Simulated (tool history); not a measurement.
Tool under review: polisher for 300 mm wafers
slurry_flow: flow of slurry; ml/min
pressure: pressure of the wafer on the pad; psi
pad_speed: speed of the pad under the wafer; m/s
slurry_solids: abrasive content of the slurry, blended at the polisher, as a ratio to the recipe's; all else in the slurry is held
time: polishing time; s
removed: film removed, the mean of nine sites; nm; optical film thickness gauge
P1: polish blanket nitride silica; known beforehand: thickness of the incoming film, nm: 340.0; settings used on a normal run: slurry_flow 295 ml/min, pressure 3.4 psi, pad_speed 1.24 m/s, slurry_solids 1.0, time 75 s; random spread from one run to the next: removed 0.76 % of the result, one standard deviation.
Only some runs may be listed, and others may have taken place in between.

run	hour	slurry_flow	pressure	pad_speed	slurry_solids	time	removed
1	7.2	295	3.4	1.24	1.0	75	48.132
2	14.0	295	5.3	1.24	1.0	75	72.860
3	18.8	455	3.4	1.24	1.0	115	74.085
4	27.8	295	3.4	1.24	1.0	102	64.900
5	34.5	295	3.4	1.24	1.0	75	47.163
6	42.7	295	3.4	1.24	1.4	75	54.532
7	47.6	295	1.6	1.24	1.0	75	22.344
8	56.0	295	3.4	1.24	0.6	75	36.340
9	62.2	295	3.4	1.24	1.0	36	22.687
# hour 63.1: conditioning disc replaced and pad reconditioned
10	67.6	295	3.4	1.24	1.0	75	47.542
11	74.5	295	3.4	0.66	1.0	75	28.093
12	83.4	455	3.4	1.24	1.0	75	48.736
13	91.9	295	3.4	1.24	1.0	75	47.292
14	98.4	200	3.4	1.24	1.0	75	46.127
15	103.8	295	3.4	1.24	1.0	75	47.695
16	108.6	295	3.4	1.24	1.0	75	46.521
17	118.2	295	3.4	1.96	1.0	75	68.764
18	124.5	295	3.4	1.24	1.0	75	47.911
19	131.5	295	3.4	1.24	1.0	75	45.744
20	140.4	295	3.4	1.24	1.0	75	43.599
21	147.5	295	3.4	1.24	1.0	75	43.913
22	153.7	295	3.4	1.24	1.0	75	44.020
# hour 158.7: slurry nozzle cleaned
# hour 160.8: worn pad replaced by a new one
# hour 163.1: conditioning disc replaced and pad reconditioned
23	163.2	295	3.4	1.24	1.0	75	43.673
24	167.3	295	3.4	1.24	1.0	75	42.904
25	173.7	295	3.4	1.24	1.0	75	43.206
26	178.4	295	3.4	1.24	1.0	75	42.568
27	183.7	295	3.4	1.24	1.0	75	42.864

The output of P1 has drifted from where it used to be. Each of the 2 causes below, taken at the size shown beside it, accounts for the log equally well:
A: head's pressure below its setpoint, % = 9.06
B: abrasive missing from the slurry, % = 18
At approximately hour 124.5, the process output began to creep.
Each remaining cause and why it is not a fit:
removal rate lost through wear of the pad, %: serviced at hour 160.8, which brought nothing back
slurry flow missing at the pad, %: serviced at hour 158.7, which brought nothing back
time polished since the conditioner stopped cutting, s: serviced at hour 163.1, which brought nothing back

Below are 4 check runs, each averaged over 5 wafers, with their results shown as question marks. Which of them would give clearly different results depending on which cause is behind the drift?
check 1	189.0	295	3.4	1.94	1.0	36	?
check 2	189.0	410	5.0	1.24	1.0	75	?
check 3	189.0	295	1.7	1.82	1.0	75	?
check 4	189.0	370	3.4	1.24	0.6	75	?

If the cause were each of the candidates in turn, the checks would give the following:
check	result	if A	if B
check 1	removed	29.524	29.520
check 2	removed	64.881	64.872
check 3	removed	29.222	29.218
check 4	removed	33.617	32.782
Minimum pairwise separation of causes per check, each pair taken at its best-separating result: check 1 0.01 %; check 2 0.01 %; check 3 0.01 %; check 4 2.51 %
Only in check 4 would the causes give clearly different results; in the remaining checks their results would be nearly the same.

Check 4 has now been run. It gave: removed 32.865 nm. Which of the candidate causes is it?

Of the candidate causes, it is B: abrasive missing from the slurry, %.
